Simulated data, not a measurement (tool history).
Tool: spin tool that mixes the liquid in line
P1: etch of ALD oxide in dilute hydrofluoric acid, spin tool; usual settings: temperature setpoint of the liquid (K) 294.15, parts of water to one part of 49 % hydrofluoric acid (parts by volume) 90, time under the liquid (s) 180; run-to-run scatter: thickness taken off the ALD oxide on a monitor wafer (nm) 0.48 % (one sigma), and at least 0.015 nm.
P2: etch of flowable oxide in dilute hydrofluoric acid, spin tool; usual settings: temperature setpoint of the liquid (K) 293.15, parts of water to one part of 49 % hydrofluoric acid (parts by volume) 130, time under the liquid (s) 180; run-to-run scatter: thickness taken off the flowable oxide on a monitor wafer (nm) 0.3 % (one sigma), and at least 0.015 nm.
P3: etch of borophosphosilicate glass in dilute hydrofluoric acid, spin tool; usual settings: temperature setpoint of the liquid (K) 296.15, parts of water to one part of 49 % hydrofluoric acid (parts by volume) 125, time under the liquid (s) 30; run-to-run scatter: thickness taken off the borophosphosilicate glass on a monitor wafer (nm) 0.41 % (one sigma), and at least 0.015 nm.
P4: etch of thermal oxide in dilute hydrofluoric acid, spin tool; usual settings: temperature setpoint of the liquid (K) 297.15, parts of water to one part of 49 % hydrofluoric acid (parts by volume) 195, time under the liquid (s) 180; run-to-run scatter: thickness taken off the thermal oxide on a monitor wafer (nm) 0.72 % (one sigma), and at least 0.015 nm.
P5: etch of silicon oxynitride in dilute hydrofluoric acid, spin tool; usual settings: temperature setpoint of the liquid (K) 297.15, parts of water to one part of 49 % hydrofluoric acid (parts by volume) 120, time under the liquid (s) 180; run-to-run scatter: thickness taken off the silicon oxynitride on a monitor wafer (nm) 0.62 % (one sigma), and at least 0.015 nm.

run,hour,process that ran,temperature setpoint of the liquid (K),parts of water to one part of 49 % hydrofluoric acid (parts by volume),time under the liquid (s),thickness taken off the ALD oxide on a monitor wafer (nm),thickness taken off the borophosphosilicate glass on a monitor wafer (nm),thickness taken off the flowable oxide on a monitor wafer (nm),thickness taken off the silicon oxynitride on a monitor wafer (nm),thickness taken off the thermal oxide on a monitor wafer (nm)
1,5.9,P1,294.15,90,180,27.9460,,,,
2,11.0,P1,294.15,90,180,27.7870,,,,
3,14.2,P1,294.15,90,180,27.7180,,,,
4,20.0,P1,294.15,160,180,14.5120,,,,
5,22.9,P1,294.15,90,25,3.8587,,,,
6,28.6,P3,292.15,125,30,,12.729,,,
7,31.6,P2,293.15,130,180,,,29.537,,
8,34.9,P5,297.15,120,260,,,,5.9842,
9,39.7,P1,290.15,90,180,23.3970,,,,
10,42.9,P5,297.15,120,180,,,,4.1694,
11,47.6,P4,297.15,195,180,,,,,3.5574
12,50.9,P4,297.15,350,180,,,,,1.6976
13,57.1,P2,293.15,215,180,,,16.357,,
14,62.5,P1,294.15,50,180,52.1150,,,,
15,65.4,P1,301.15,90,180,36.7360,,,,
16,68.6,P2,293.15,130,180,,,29.376,,
17,74.0,P2,290.15,130,180,,,26.210,,
18,79.4,P5,297.15,120,180,,,,4.0767,
19,85.0,P3,296.15,125,50,,24.635,,,
20,89.3,P4,305.15,195,180,,,,,4.8124
21,92.5,P3,296.15,125,30,,14.749,,,

Forecast run 22:
22,95.6,P5,297.15,175,180,,,,?,

Run 22 gave thickness taken off the silicon oxynitride on a monitor wafer (nm) 2.7116.
